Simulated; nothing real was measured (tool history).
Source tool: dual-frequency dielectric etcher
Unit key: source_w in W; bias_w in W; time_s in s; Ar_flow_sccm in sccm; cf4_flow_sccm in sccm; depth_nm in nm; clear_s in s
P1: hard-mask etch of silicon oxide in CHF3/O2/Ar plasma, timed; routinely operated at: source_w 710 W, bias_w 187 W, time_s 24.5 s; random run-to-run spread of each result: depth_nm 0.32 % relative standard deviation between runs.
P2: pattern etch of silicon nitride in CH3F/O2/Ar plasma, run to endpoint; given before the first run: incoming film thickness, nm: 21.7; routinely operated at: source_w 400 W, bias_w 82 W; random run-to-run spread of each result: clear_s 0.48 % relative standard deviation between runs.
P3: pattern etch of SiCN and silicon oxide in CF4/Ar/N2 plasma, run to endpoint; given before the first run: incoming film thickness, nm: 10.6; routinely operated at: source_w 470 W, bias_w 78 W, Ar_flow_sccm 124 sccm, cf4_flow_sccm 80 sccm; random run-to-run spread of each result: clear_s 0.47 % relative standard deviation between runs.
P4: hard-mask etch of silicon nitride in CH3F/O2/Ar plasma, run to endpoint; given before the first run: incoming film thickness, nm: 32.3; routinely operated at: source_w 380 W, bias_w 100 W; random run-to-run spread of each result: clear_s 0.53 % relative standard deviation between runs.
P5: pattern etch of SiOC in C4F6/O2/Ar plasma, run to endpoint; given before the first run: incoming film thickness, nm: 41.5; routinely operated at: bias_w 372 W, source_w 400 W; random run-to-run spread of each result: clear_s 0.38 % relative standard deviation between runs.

{"run": 1, "hour": 5.2, "process": "P1", "source_w": 710, "bias_w": 187, "time_s": 24.5, "depth_nm": 51.985}
{"run": 2, "hour": 13.8, "process": "P3", "source_w": 470, "bias_w": 78, "Ar_flow_sccm": 150, "cf4_flow_sccm": 80, "clear_s": 12.069}
{"run": 3, "hour": 22.0, "process": "P1", "source_w": 430, "bias_w": 187, "time_s": 24.5, "depth_nm": 43.155}
{"run": 4, "hour": 31.0, "process": "P3", "source_w": 470, "bias_w": 78, "Ar_flow_sccm": 124, "cf4_flow_sccm": 112, "clear_s": 11.141}
{"run": 5, "hour": 39.2, "process": "P1", "source_w": 710, "bias_w": 187, "time_s": 24.5, "depth_nm": 52.368}
{"run": 6, "hour": 43.9, "process": "P1", "source_w": 710, "bias_w": 187, "time_s": 24.5, "depth_nm": 51.646}
{"run": 7, "hour": 50.3, "process": "P2", "source_w": 400, "bias_w": 99, "clear_s": 27.694}
{"run": 8, "hour": 58.3, "process": "P1", "source_w": 710, "bias_w": 187, "time_s": 24.5, "depth_nm": 52.138}
{"run": 9, "hour": 63.7, "process": "P1", "source_w": 710, "bias_w": 187, "time_s": 24.5, "depth_nm": 51.946}
{"run": 10, "hour": 71.7, "process": "P1", "source_w": 710, "bias_w": 187, "time_s": 24.5, "depth_nm": 52.007}
{"run": 11, "hour": 78.4, "process": "P5", "source_w": 500, "bias_w": 372, "clear_s": 14.437}
{"run": 12, "hour": 85.9, "process": "P1", "source_w": 710, "bias_w": 187, "time_s": 24.5, "depth_nm": 52.226}
{"run": 13, "hour": 91.2, "process": "P3", "source_w": 670, "bias_w": 78, "Ar_flow_sccm": 124, "cf4_flow_sccm": 80, "clear_s": 8.6207}
{"run": 14, "hour": 96.7, "process": "P3", "source_w": 470, "bias_w": 47, "Ar_flow_sccm": 124, "cf4_flow_sccm": 80, "clear_s": 13.782}
{"run": 15, "hour": 103.7, "process": "P1", "source_w": 710, "bias_w": 187, "time_s": 15, "depth_nm": 31.797}
{"run": 16, "hour": 110.8, "process": "P1", "source_w": 990, "bias_w": 187, "time_s": 24.5, "depth_nm": 59.024}
{"run": 17, "hour": 119.7, "process": "P1", "source_w": 710, "bias_w": 251, "time_s": 24.5, "depth_nm": 57.651}
{"run": 18, "hour": 126.8, "process": "P3", "source_w": 470, "bias_w": 78, "Ar_flow_sccm": 124, "cf4_flow_sccm": 80, "clear_s": 11.738}
{"run": 19, "hour": 135.2, "process": "P1", "source_w": 710, "bias_w": 187, "time_s": 33, "depth_nm": 70.347}
{"run": 20, "hour": 143.2, "process": "P4", "source_w": 380, "bias_w": 137, "clear_s": 38.357}
{"run": 21, "hour": 150.7, "process": "P2", "source_w": 400, "bias_w": 82, "clear_s": 29.753}
{"run": 22, "hour": 156.3, "process": "P5", "source_w": 400, "bias_w": 372, "clear_s": 15.703}
{"run": 23, "hour": 165.8, "process": "P5", "source_w": 400, "bias_w": 372, "clear_s": 15.718}
{"run": 24, "hour": 175.2, "process": "P5", "source_w": 400, "bias_w": 480, "clear_s": 14.379}
{"run": 25, "hour": 179.7, "process": "P4", "source_w": 270, "bias_w": 100, "clear_s": 49.003}
{"run": 26, "hour": 184.9, "process": "P1", "source_w": 710, "bias_w": 144, "time_s": 24.5, "depth_nm": 47.969}
{"run": 27, "hour": 192.5, "process": "P2", "source_w": 540, "bias_w": 82, "clear_s": 26.552}
{"run": 28, "hour": 201.6, "process": "P1", "source_w": 970, "bias_w": 187, "time_s": 30, "depth_nm": 71.945}
{"run": 29, "hour": 205.9, "process": "P4", "source_w": 380, "bias_w": 100, "clear_s": 43.926}
{"run": 30, "hour": 213.7, "process": "P1", "source_w": 880, "bias_w": 187, "time_s": 31.5, "depth_nm": 72.895}
{"run": 31, "hour": 219.5, "process": "P1", "source_w": 930, "bias_w": 240, "time_s": 24.5, "depth_nm": 62.654}
{"run": 32, "hour": 227.7, "process": "P1", "source_w": 710, "bias_w": 187, "time_s": 24.5, "depth_nm": 51.946}
{"run": 33, "hour": 232.2, "process": "P1", "source_w": 710, "bias_w": 187, "time_s": 24.5, "depth_nm": 52.274}
{"run": 34, "hour": 237.0, "process": "P1", "source_w": 710, "bias_w": 187, "time_s": 24.5, "depth_nm": 52.921}
{"run": 35, "hour": 241.2, "process": "P1", "source_w": 710, "bias_w": 187, "time_s": 24.5, "depth_nm": 52.701}
{"hour": 243.7, "done": "wet clean of the chamber"}
{"run": 36, "hour": 247.1, "process": "P1", "source_w": 710, "bias_w": 187, "time_s": 24.5, "depth_nm": 52.646}
{"run": 37, "hour": 256.2, "process": "P1", "source_w": 710, "bias_w": 187, "time_s": 24.5, "depth_nm": 52.924}
{"run": 38, "hour": 264.1, "process": "P1", "source_w": 710, "bias_w": 187, "time_s": 24.5, "depth_nm": 53.22}
{"run": 39, "hour": 269.5, "process": "P1", "source_w": 710, "bias_w": 187, "time_s": 24.5, "depth_nm": 52.735}

What P1 gives has crept off from where it sat before. The 2 causes that follow fit the log equally well, each at the size noted:
A: source power that arrives over what is set, % = 4.32
B: bias power that arrives over what is set, % = 4.93
The gradual shift began around hour 227.7.
Why every other cause is out:
chamber walls in a state that raises the etch rate, %: serviced at hour 243.7, after the change had begun; the process did not return to its earlier output

Consider the 4 check runs below, whose results appear as question marks and each of which averages 3 wafers. Which one distinguishes the causes, in that each cause would give it a clearly different result?
{"run": "check 1", "hour": 274.9, "process": "P4", "source_w": 380, "bias_w": 137, "clear_s": "?"}
{"run": "check 2", "hour": 274.9, "process": "P2", "source_w": 490, "bias_w": 94, "clear_s": "?"}
{"run": "check 3", "hour": 274.9, "process": "P5", "source_w": 400, "bias_w": 471, "clear_s": "?"}
{"run": "check 4", "hour": 274.9, "process": "P3", "source_w": 650, "bias_w": 78, "Ar_flow_sccm": 124, "cf4_flow_sccm": 80, "clear_s": "?"}

Check results expected under each cause:
check=check_1 result=clear_s if_A=37.88 if_B=37.756
check=check_2 result=clear_s if_A=25.766 if_B=25.73
check=check_3 result=clear_s if_A=14.159 if_B=14.127
check=check_4 result=clear_s if_A=8.4697 if_B=8.6491
Minimum pairwise separation of causes per check, each pair taken at its best-separating result: check 1 0.33 %; check 2 0.14 %; check 3 0.22 %; check 4 2.1 %
Only check 4 tells the causes apart: in the others they would give nearly the same result.

Check 4 was then run and gave: clear_s 8.4904 s. Which cause is it?

The cause is A: source power that arrives over what is set, %.
